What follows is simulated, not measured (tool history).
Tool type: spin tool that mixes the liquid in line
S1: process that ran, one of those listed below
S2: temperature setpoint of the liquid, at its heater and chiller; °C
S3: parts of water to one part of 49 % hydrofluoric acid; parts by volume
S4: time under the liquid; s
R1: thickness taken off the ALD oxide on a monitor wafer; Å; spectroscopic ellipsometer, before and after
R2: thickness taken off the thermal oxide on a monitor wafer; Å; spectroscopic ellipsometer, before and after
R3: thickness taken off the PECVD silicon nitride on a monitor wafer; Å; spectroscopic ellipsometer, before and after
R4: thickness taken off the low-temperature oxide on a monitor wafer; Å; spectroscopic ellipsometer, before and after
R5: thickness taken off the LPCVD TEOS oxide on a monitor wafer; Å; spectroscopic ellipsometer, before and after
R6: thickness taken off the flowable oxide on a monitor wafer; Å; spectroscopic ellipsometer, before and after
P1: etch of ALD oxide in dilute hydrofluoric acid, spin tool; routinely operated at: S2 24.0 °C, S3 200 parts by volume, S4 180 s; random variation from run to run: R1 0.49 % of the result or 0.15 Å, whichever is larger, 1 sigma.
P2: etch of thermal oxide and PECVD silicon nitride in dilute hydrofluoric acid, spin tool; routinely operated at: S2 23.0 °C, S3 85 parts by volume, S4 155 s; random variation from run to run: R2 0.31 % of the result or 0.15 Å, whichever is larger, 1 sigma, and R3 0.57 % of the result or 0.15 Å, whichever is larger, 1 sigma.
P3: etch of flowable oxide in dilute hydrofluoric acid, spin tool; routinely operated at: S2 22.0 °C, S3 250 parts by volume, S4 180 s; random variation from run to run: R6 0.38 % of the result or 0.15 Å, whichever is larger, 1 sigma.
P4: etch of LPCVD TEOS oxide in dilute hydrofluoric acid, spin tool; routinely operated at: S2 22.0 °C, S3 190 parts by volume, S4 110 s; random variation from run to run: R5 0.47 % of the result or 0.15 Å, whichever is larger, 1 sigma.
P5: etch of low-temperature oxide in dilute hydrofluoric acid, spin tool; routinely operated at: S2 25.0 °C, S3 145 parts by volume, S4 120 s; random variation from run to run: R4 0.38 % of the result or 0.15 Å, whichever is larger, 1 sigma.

{"run": 1, "hour": 6.4, "S1": "P1", "S2": 24.0, "S3": 200, "S4": 180, "R1": 153.95}
{"run": 2, "hour": 10.9, "S1": "P2", "S2": 23.0, "S3": 85, "S4": 240, "R2": 128.57, "R3": 97.296}
{"run": 3, "hour": 19.3, "S1": "P1", "S2": 24.0, "S3": 200, "S4": 180, "R1": 155.62}
{"run": 4, "hour": 27.6, "S1": "P2", "S2": 23.0, "S3": 85, "S4": 155, "R2": 82.9, "R3": 62.278}
{"run": 5, "hour": 34.6, "S1": "P1", "S2": 24.0, "S3": 80, "S4": 180, "R1": 442.83}
{"run": 6, "hour": 41.1, "S1": "P1", "S2": 30.5, "S3": 200, "S4": 320, "R1": 346.11}
{"run": 7, "hour": 49.3, "S1": "P1", "S2": 18.0, "S3": 200, "S4": 180, "R1": 123.32}
{"run": 8, "hour": 55.5, "S1": "P5", "S2": 32.5, "S3": 145, "S4": 120, "R4": 290.8}
{"run": 9, "hour": 62.6, "S1": "P1", "S2": 24.0, "S3": 200, "S4": 180, "R1": 154.53}
{"run": 10, "hour": 69.8, "S1": "P4", "S2": 22.0, "S3": 190, "S4": 110, "R5": 83.714}
{"run": 11, "hour": 77.2, "S1": "P3", "S2": 22.0, "S3": 250, "S4": 180, "R6": 250.56}
{"run": 12, "hour": 82.8, "S1": "P5", "S2": 25.0, "S3": 145, "S4": 200, "R4": 365.85}
{"run": 13, "hour": 88.8, "S1": "P4", "S2": 25.5, "S3": 190, "S4": 110, "R5": 95.037}
{"run": 14, "hour": 93.3, "S1": "P1", "S2": 24.0, "S3": 200, "S4": 335, "R1": 291.3}
{"run": 15, "hour": 100.7, "S1": "P3", "S2": 22.0, "S3": 40, "S4": 180, "R6": 1968.4}
{"run": 16, "hour": 105.8, "S1": "P2", "S2": 23.0, "S3": 120, "S4": 155, "R2": 55.709, "R3": 44.478}
{"run": 17, "hour": 109.6, "S1": "P5", "S2": 25.0, "S3": 145, "S4": 120, "R4": 217.6}
{"run": 18, "hour": 113.3, "S1": "P3", "S2": 17.0, "S3": 250, "S4": 180, "R6": 206.92}
{"run": 19, "hour": 119.0, "S1": "P3", "S2": 22.0, "S3": 250, "S4": 180, "R6": 248.92}
{"run": 20, "hour": 123.0, "S1": "P1", "S2": 24.0, "S3": 360, "S4": 180, "R1": 73.569}
{"run": 21, "hour": 127.3, "S1": "P2", "S2": 23.0, "S3": 85, "S4": 155, "R2": 82.567, "R3": 62.141}
{"run": 22, "hour": 132.5, "S1": "P2", "S2": 28.0, "S3": 85, "S4": 155, "R2": 101.06, "R3": 87.006}

The next listed run, before its measurement:
{"run": 23, "hour": 139.6, "S1": "P5", "S2": 25.0, "S3": 235, "S4": 120, "R4": "?"}

R4: 123.56 Å
